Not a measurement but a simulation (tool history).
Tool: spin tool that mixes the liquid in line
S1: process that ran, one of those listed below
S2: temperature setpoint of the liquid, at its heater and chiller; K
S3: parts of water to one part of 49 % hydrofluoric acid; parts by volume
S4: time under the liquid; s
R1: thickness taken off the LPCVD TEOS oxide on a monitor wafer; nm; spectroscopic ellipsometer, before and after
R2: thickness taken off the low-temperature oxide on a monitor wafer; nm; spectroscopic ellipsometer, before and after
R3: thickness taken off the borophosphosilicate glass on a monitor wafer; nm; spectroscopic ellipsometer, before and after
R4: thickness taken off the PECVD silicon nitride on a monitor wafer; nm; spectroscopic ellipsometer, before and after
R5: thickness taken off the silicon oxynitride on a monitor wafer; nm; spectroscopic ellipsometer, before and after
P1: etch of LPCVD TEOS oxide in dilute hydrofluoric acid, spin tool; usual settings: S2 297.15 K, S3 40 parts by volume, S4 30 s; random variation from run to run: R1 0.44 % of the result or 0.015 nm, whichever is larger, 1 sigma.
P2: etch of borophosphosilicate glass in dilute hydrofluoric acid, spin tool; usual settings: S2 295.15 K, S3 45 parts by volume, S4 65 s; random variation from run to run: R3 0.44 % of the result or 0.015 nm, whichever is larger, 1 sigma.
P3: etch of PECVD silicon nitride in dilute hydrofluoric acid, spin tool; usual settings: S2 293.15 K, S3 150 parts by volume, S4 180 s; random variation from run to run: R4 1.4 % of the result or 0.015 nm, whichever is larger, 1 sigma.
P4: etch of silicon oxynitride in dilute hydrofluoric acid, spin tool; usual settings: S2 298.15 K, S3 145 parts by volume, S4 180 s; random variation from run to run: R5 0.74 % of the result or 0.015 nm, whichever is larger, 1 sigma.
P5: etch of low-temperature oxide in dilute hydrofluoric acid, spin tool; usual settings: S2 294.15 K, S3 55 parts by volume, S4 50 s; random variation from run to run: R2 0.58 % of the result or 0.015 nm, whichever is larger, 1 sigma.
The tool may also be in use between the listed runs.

run 1 hour=5.5 | S1=P1 S2=297.15 S3=40 S4=30 | R1=26.332
run 2 hour=11.1 | S1=P5 S2=294.15 S3=55 S4=50 | R2=22.579
run 3 hour=15 | S1=P1 S2=291.65 S3=60 S4=30 | R1=13.606
run 4 hour=18.2 | S1=P2 S2=295.15 S3=45 S4=65 | R3=56.965
run 5 hour=21.2 | S1=P1 S2=297.15 S3=75 S4=30 | R1=13.399
run 6 hour=26.3 | S1=P1 S2=297.15 S3=55 S4=15 | R1=9.3905
run 7 hour=30.4 | S1=P1 S2=303.65 S3=40 S4=30 | R1=34.112
run 8 hour=34.1 | S1=P3 S2=296.65 S3=150 S4=180 | R4=2.0233
run 9 hour=40 | S1=P4 S2=298.15 S3=145 S4=180 | R5=3.2881
run 10 hour=44.8 | S1=P1 S2=297.15 S3=40 S4=30 | R1=26.276
-- hour=46.5 hydrofluoric acid flow meter replaced
run 11 hour=49.7 | S1=P3 S2=293.15 S3=150 S4=180 | R4=1.5833
run 12 hour=53.2 | S1=P2 S2=295.15 S3=45 S4=35 | R3=30.457
run 13 hour=58.1 | S1=P4 S2=298.15 S3=145 S4=320 | R5=5.7483
run 14 hour=61.2 | S1=P1 S2=297.15 S3=40 S4=30 | R1=26.32
run 15 hour=66.9 | S1=P4 S2=298.15 S3=205 S4=180 | R5=2.1712
run 16 hour=72.9 | S1=P1 S2=297.15 S3=20 S4=30 | R1=53.771
run 17 hour=76.7 | S1=P1 S2=297.15 S3=40 S4=15 | R1=13.126
run 18 hour=81.9 | S1=P1 S2=297.15 S3=40 S4=30 | R1=26.193
run 19 hour=85.3 | S1=P5 S2=290.15 S3=55 S4=50 | R2=19.005
run 20 hour=90.7 | S1=P2 S2=295.15 S3=65 S4=65 | R3=38.001
run 21 hour=95.7 | S1=P3 S2=293.15 S3=55 S4=180 | R4=4.248
run 22 hour=99.1 | S1=P1 S2=297.15 S3=40 S4=60 | R1=52.077
run 23 hour=104.7 | S1=P3 S2=293.15 S3=150 S4=15 | R4=0.13222
run 24 hour=107.8 | S1=P3 S2=293.15 S3=150 S4=180 | R4=1.6224
run 25 hour=112.3 | S1=P4 S2=290.65 S3=145 S4=180 | R5=2.312
run 26 hour=115.5 | S1=P4 S2=298.15 S3=145 S4=180 | R5=3.2263
run 27 hour=118.9 | S1=P2 S2=290.15 S3=45 S4=65 | R3=45.651
run 28 hour=124.7 | S1=P5 S2=294.15 S3=30 S4=50 | R2=42.682
run 29 hour=127.4 | S1=P1 S2=292.65 S3=40 S4=30 | R1=21.671
run 30 hour=131.4 | S1=P1 S2=297.15 S3=40 S4=30 | R1=26.221
run 31 hour=134.8 | S1=P5 S2=294.15 S3=55 S4=80 | R2=35.959
run 32 hour=140 | S1=P1 S2=297.15 S3=40 S4=30 | R1=26.168
run 33 hour=145.8 | S1=P1 S2=297.15 S3=40 S4=30 | R1=27.729
run 34 hour=150.8 | S1=P1 S2=297.15 S3=40 S4=30 | R1=28.467
run 35 hour=155.6 | S1=P1 S2=297.15 S3=40 S4=30 | R1=28.836
run 36 hour=159.3 | S1=P1 S2=297.15 S3=40 S4=30 | R1=28.781
run 37 hour=163 | S1=P1 S2=297.15 S3=40 S4=30 | R1=29.109
run 38 hour=167.5 | S1=P1 S2=297.15 S3=40 S4=30 | R1=28.856

What P1 gives has crept away from where it was. These 2 causes fit the log equally well, each at the size given:
A: hydrofluoric acid flow above the setpoint (%) = 9.94
B: liquid hotter than its thermometer reads (K) = 2.43
The creep began at about hour 140.

4 check runs are offered, each on 3 wafers whose results are averaged, their results left as question marks. Which one tells the causes apart?
run check 1 hour=172 | S1=P4 S2=298.15 S3=145 S4=180 | R5=?
run check 2 hour=172 | S1=P3 S2=293.15 S3=150 S4=180 | R4=?
run check 3 hour=172 | S1=P2 S2=295.15 S3=45 S4=65 | R3=?
run check 4 hour=172 | S1=P5 S2=294.15 S3=55 S4=50 | R2=?

What each check would give under each cause:
check=check_1 result=R5 if_A=3.6226 if_B=3.6364
check=check_2 result=R4 if_A=1.7378 if_B=1.8606
check=check_3 result=R3 if_A=62.424 if_B=62.49
check=check_4 result=R2 if_A=24.992 if_B=24.998
How far apart the two closest causes lie, in the result that separates them most: check 1 0.38 %; check 2 6.83 %; check 3 0.11 %; check 4 0.02 %
Check 2 tells the causes apart: in the others they would give nearly the same result.

Then check 2 was run and gave: R4 1.8464 nm. Which cause is it?

It is B: liquid hotter than its thermometer reads (K).
